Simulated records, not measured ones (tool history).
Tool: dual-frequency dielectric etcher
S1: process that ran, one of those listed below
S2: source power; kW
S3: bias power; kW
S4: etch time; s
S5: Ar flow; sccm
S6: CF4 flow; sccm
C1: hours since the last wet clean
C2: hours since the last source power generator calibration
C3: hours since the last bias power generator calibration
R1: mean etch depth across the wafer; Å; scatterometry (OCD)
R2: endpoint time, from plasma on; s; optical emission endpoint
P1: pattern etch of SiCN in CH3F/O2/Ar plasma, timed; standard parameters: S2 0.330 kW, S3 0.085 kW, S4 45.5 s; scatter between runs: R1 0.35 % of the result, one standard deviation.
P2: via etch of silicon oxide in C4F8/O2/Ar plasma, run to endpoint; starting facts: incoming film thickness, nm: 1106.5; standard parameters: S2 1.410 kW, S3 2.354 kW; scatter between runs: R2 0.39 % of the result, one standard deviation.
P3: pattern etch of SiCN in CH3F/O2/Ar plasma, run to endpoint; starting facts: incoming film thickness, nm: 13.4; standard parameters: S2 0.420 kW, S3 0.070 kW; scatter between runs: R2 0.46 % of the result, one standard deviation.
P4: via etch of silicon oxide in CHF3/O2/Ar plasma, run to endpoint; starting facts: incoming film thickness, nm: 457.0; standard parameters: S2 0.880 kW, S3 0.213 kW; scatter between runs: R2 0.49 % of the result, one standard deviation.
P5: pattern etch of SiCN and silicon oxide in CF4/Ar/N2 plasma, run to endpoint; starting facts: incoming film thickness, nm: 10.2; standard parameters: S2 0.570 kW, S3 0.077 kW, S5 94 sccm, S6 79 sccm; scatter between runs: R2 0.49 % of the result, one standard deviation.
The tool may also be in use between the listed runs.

run	day	S1	S2	S3	S4	S5	S6	C1	C2	C3	R1	R2
1	0.262	P1	0.330	0.085	45.5			175.3	2399.1	2362.8	169.370	
2	0.562	P5	0.570	0.077		94	79	182.5	2406.3	2370.0		9.0133
3	0.775	P5	0.570	0.077		94	54	187.6	2411.4	2375.1		9.5906
4	1.092	P2	0.860	2.354				195.2	2419.0	2382.7		277.6800
5	1.408	P3	0.420	0.070				202.8	2426.6	2390.3		35.4790
6	1.775	P4	0.880	0.213				211.6	2435.4	2399.1		187.5700
# day 1.779: source power generator calibrated
7	2.092	P3	0.420	0.070				219.2	7.5	2406.7		35.0230
8	2.362	P1	0.330	0.085	45.5			225.7	14.0	2413.2	169.440	
9	2.638	P1	0.330	0.113	45.5			232.3	20.6	2419.8	189.550	
10	2.912	P2	1.410	1.489				238.9	27.2	2426.4		262.0000
11	3.138	P1	0.410	0.085	45.5			244.3	32.6	2431.8	183.320	
12	3.317	P1	0.330	0.085	61.5			248.6	36.9	2436.1	229.280	
13	3.600	P1	0.380	0.099	45.5			255.4	43.7	2442.9	189.440	
14	3.821	P5	0.570	0.077		94	79	260.7	49.0	2448.2		9.1569
15	4.012	P5	0.570	0.093		94	79	265.3	53.6	2452.8		8.5490
16	4.296	P3	0.420	0.050				272.1	60.4	2459.6		39.4140
17	4.508	P1	0.210	0.085	45.5			277.2	65.5	2464.7	143.170	
18	4.683	P5	0.370	0.077		94	79	281.4	69.7	2468.9		13.3140
19	4.967	P1	0.330	0.085	45.5			288.2	76.5	2475.7	170.150	
20	5.171	P3	0.510	0.070				293.1	81.4	2480.6		32.6030
21	5.358	P1	0.330	0.085	45.5			297.6	85.9	2485.1	170.220	
22	5.662	P5	0.570	0.077		75	79	304.9	93.2	2492.4		8.8422
23	5.888	P1	0.330	0.085	25.5			310.3	98.6	2497.8	94.652	
24	6.142	P4	0.880	0.213				316.4	104.7	2503.9		186.6200
25	6.417	P1	0.330	0.067	45.5			323.0	111.3	2510.5	156.620	
26	6.600	P2	1.410	2.354				327.4	115.7	2514.9		231.5600
27	6.800	P1	0.330	0.061	58.5			332.2	120.5	2519.7	193.520	
28	7.158	P4	0.880	0.255				340.8	129.1	2528.3		176.2100
29	7.417	P4	1.230	0.213				347.0	135.3	2534.5		164.2200
30	7.767	P1	0.330	0.085	45.5			355.4	143.7	2542.9	169.280	
31	7.979	P1	0.330	0.085	45.5			360.5	148.8	2548.0	170.700	
32	8.250	P1	0.330	0.085	45.5			367.0	155.3	2554.5	169.940	
33	8.592	P1	0.330	0.085	45.5			375.2	163.5	2562.7	171.750	
# day 8.738: wet clean of the chamber
34	8.875	P1	0.330	0.085	45.5			3.4	170.3	2569.5	172.340	
35	9.254	P1	0.330	0.085	45.5			12.5	179.4	2578.6	172.280	
36	9.633	P1	0.330	0.085	45.5			21.6	188.5	2587.7	173.340	
37	9.996	P1	0.330	0.085	45.5			30.3	197.2	2596.4	172.940	

What P1 gives has crept off from where it sat before. The 2 causes that follow fit the log equally well, each at the size noted:
A: bias power that arrives over what is set, % = 4.79
B: source power that arrives over what is set, % = 4.81
The process output started creeping at around day 7.767.
All other causes, with the reason each is excluded:
chamber walls in a state that raises the etch rate, %: serviced at day 8.738, after the change had begun; the process did not return to its earlier output

Consider the 4 check runs below, whose results appear as question marks and each of which averages 2 wafers. Which one distinguishes the causes, in that each cause would give it a clearly different result?
check 1	10.358	P5	0.570	0.077		80	79					?
check 2	10.358	P2	1.000	1.610								?
check 3	10.358	P3	0.500	0.055								?
check 4	10.358	P4	1.200	0.213								?

How each check would come out, cause by cause:
check	result	if A	if B
check 1	R2	8.7738	8.5428
check 2	R2	291.8000	290.2800
check 3	R2	35.1780	35.0800
check 4	R2	162.8300	162.4300
How far apart the two closest causes lie, in the result that separates them most: check 1 2.67 %; check 2 0.52 %; check 3 0.28 %; check 4 0.25 %
Check 1 tells the causes apart: in the others they would give nearly the same result.

Here is what check 1 returned: R2 8.5001 s. Which cause is it?

It is B: source power that arrives over what is set, %.
